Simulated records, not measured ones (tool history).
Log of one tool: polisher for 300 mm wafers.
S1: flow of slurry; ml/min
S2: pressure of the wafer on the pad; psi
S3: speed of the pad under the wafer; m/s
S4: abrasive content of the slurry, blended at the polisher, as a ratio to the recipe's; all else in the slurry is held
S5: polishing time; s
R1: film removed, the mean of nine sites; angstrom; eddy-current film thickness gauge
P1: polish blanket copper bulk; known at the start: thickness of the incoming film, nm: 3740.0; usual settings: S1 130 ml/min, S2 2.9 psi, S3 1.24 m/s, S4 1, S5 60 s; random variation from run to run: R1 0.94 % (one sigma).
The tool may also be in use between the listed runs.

run    day   S1   S2    S3    S4  S5      R1
  1  0.267  130  2.9  1.24     1  60  7666.3
  2  0.512  130  1.9  1.24     1  60    5025
  3  0.942   80  3.9  1.24     1  60  9188.5
  4  1.229  130  2.9  1.24     1  60  7610.7
  5  1.696  175  2.9  1.24     1  60  8140.2
  6  1.988  130  2.9  1.24     1  60  7638.4
  7  2.433  130  2.9  1.24     1  86   11089
  8  2.792  130  2.9  1.24  1.25  60  8003.3
  9  3.175  130  2.9  1.24     1  60  7768.9
 10  3.558  130  2.9  1.66     1  60   10388
 11  3.842  130  2.9  1.24     1  60  7739.3
 12  4.108  130  2.9  0.76     1  60  4672.1
 13  4.354  130  2.9  1.24     1  60    7625

The next listed run, before its measurement:
 14  4.604  130  2.9  1.24  0.55  60   ?

R1: 6783 angstrom

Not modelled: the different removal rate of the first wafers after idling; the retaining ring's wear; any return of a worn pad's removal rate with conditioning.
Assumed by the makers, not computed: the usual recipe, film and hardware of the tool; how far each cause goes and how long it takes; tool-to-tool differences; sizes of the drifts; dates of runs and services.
